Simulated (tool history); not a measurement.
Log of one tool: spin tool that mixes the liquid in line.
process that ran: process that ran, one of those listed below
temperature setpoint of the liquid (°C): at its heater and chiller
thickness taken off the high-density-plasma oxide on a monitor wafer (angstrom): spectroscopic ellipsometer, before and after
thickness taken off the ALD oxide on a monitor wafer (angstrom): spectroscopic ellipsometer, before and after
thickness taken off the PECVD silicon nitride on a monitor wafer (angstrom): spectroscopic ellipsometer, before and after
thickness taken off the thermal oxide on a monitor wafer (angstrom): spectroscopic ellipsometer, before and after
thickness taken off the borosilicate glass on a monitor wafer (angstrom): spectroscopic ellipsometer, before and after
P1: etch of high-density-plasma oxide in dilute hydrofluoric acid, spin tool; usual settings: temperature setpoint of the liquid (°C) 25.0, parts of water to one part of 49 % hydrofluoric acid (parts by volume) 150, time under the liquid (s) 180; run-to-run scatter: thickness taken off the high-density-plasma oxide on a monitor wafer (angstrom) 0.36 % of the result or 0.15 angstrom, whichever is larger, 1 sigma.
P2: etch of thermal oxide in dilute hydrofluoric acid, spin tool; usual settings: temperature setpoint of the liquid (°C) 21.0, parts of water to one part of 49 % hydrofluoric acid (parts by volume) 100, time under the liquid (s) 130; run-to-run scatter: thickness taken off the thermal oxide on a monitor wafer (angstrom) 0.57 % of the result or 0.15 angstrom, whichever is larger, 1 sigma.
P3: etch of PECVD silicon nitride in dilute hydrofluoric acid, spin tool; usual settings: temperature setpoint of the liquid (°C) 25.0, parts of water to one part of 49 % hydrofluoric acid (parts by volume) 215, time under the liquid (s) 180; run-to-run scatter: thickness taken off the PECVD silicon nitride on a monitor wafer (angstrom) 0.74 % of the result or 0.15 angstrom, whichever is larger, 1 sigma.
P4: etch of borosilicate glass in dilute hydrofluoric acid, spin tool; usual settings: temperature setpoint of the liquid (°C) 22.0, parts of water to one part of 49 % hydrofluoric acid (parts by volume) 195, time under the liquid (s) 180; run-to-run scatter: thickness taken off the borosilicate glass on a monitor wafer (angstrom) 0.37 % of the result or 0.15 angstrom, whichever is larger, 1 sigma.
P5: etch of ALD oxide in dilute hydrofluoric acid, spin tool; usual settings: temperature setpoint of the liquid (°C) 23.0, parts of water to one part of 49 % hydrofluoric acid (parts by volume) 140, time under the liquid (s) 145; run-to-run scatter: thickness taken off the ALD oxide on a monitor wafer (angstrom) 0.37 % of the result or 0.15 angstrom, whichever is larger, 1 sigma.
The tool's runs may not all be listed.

run   hour  process that ran  temperature setpoint of the liquid (°C)  parts of water to one part of 49 % hydrofluoric acid (parts by volume)  time under the liquid (s)  hours since the thermometer was replaced  hours since the hydrofluoric acid flow meter was replaced  thickness taken off the high-density-plasma oxide on a monitor wafer (angstrom)  thickness taken off the ALD oxide on a monitor wafer (angstrom)  thickness taken off the PECVD silicon nitride on a monitor wafer (angstrom)  thickness taken off the thermal oxide on a monitor wafer (angstrom)  thickness taken off the borosilicate glass on a monitor wafer (angstrom)
  1   11.5                P1                                     25.0                                                                     150                        180                                     240.7                                                      688.6                                                                           61.897
  2   20.7                P5                                     23.0                                                                     140                         70                                     249.9                                                      697.8                                                                                                                                            145.63
  3   32.2                P1                                     25.0                                                                     150                        180                                     261.4                                                      709.3                                                                           62.105
  4   45.2                P1                                     31.5                                                                     150                        180                                     274.4                                                      722.3                                                                           78.596
  5   53.6                P3                                     25.0                                                                     215                         45                                     282.8                                                      730.7                                                                                                                                                                                                                         9.6129
  6   60.8                P2                                     21.0                                                                     100                         50                                     290.0                                                      737.9                                                                                                                                                                                                                                                                                              20.781
  7   70.5                P1                                     18.0                                                                     150                        180                                     299.7                                                      747.6                                                                           46.959
  8   80.9                P4                                     22.0                                                                      55                        180                                     310.1                                                      758.0                                                                                                                                                                                                                                                                                                                                                                        965.89
  9   88.4                P1                                     25.0                                                                     150                        180                                     317.6                                                      765.5                                                                           62.394
 10   96.0                P2                                     17.0                                                                     100                        130                                     325.2                                                      773.1                                                                                                                                                                                                                                                                                              45.803
 11  108.0                P4                                     22.0                                                                     195                        180                                     337.2                                                      785.1                                                                                                                                                                                                                                                                                                                                                                        233.94
 12  122.7                P4                                     29.0                                                                     195                        180                                     351.9                                                      799.8                                                                                                                                                                                                                                                                                                                                                                        302.82
 13  131.1                P4                                     22.0                                                                     195                        315                                     360.3                                                      808.2                                                                                                                                                                                                                                                                                                                                                                        410.38
 14  139.5                P2                                     21.0                                                                     100                        130                                     368.7                                                      816.6                                                                                                                                                                                                                                                                                              54.340
 15  147.8                P5                                     29.5                                                                     140                        145                                     377.0                                                      824.9                                                                                                                                            383.41
 16  156.5                P1                                     25.0                                                                     150                        180                                     385.7                                                      833.6                                                                           62.236
 17  169.7                P3                                     25.0                                                                     215                        180                                     398.9                                                      846.8                                                                                                                                                                                                                        38.2910
 18  181.6                P2                                     21.0                                                                      20                        130                                     410.8                                                      858.7                                                                                                                                                                                                                                                                                             296.330
 19  189.2                P1                                     25.0                                                                     210                        180                                     418.4                                                      866.3                                                                           41.336
 20  201.1                P1                                     25.0                                                                      80                        180                                     430.3                                                      878.2                                                                          126.540
 21  212.5                P1                                     25.0                                                                     150                         30                                     441.7                                                      889.6                                                                           10.121
 22  222.7                P3                                     30.0                                                                     215                        180                                     451.9                                                      899.8                                                                                                                                                                                                                        50.6760
 23  230.6                P3                                     25.0                                                                     375                        180                                     459.8                                                      907.7                                                                                                                                                                                                                        21.9500
 24  237.8                P5                                     23.0                                                                     140                        145                                     467.0                                                      914.9                                                                                                                                            302.74
 25  249.8                P1                                     20.0                                                                     150                        105                                     479.0                                                      926.9                                                                           29.614
 26  257.2                P1                                     25.0                                                                     150                        325                                     486.4                                                      934.3                                                                          111.430
 27  267.4                P5                                     23.0                                                                     140                        145                                     496.6                                                      944.5                                                                                                                                            302.53
 28  279.4                P1                                     29.5                                                                     150                        295                                     508.6                                                      956.5                                                                          120.670
 29  288.2                P4                                     22.0                                                                     195                        180                                     517.4                                                      965.3                                                                                                                                                                                                                                                                                                                                                                        234.33
 30  300.2                P5                                     23.0                                                                     200                        145                                     529.4                                                      977.3                                                                                                                                            196.08
 31  314.2                P1                                     25.0                                                                     150                        180                                     543.4                                                      991.3                                                                           61.733
 32  320.9                P1                                     25.0                                                                     150                        180                                     550.1                                                      998.0                                                                           63.106
 33  329.7                P1                                     25.0                                                                     150                        180                                     558.9                                                     1006.8                                                                           64.138
 34  343.7                P1                                     25.0                                                                     150                        180                                     572.9                                                     1020.8                                                                           65.228
 35  353.1                P1                                     25.0                                                                     150                        180                                     582.3                                                     1030.2                                                                           64.713
 36  367.7                P1                                     25.0                                                                     150                        180                                     596.9                                                     1044.8                                                                           65.498
 37  378.5                P1                                     25.0                                                                     150                        180                                     607.7                                                     1055.6                                                                           65.617
 38  387.4                P1                                     25.0                                                                     150                        180                                     616.6                                                     1064.5                                                                           65.535

What P1 gives has crept away from where it was. These 2 causes fit the log equally well, each at the size given:
A: liquid hotter than its thermometer reads (K) = 1.48
B: hydrofluoric acid flow above the setpoint (%) = 4.84
The creep began at about hour 314.2.

4 check runs are offered, each on 2 wafers whose results are averaged, their results left as question marks. Which one tells the causes apart?
check 1  396.3                P3                                     25.0                                                                     215                        180                                                                                                                                                                                                                                                                                                                                   ?
check 2  396.3                P2                                     21.0                                                                     100                        130                                                                                                                                                                                                                                                                                                                                                                                                        ?
check 3  396.3                P5                                     23.0                                                                     140                        145                                                                                                                                                                                                                                                      ?
check 4  396.3                P4                                     22.0                                                                     195                        180                                                                                                                                                                                                                                                                                                                                                                                                                                                                                  ?

What each check would give under each cause:
  check                                                                       result     if A     if B
check 1  thickness taken off the PECVD silicon nitride on a monitor wafer (angstrom)  41.5020  39.6950
check 2          thickness taken off the thermal oxide on a monitor wafer (angstrom)   57.191   56.778
check 3              thickness taken off the ALD oxide on a monitor wafer (angstrom)   319.25   318.45
check 4     thickness taken off the borosilicate glass on a monitor wafer (angstrom)   247.06   247.30
How far apart the two closest causes lie, in the result that separates them most: check 1 4.45 %; check 2 0.72 %; check 3 0.25 %; check 4 0.1 %
Only check 1 tells the causes apart: in the others they would give nearly the same result.

Check 1 was then run and gave: thickness taken off the PECVD silicon nitride on a monitor wafer (angstrom) 39.7830. Which cause is it?

It is B: hydrofluoric acid flow above the setpoint (%).
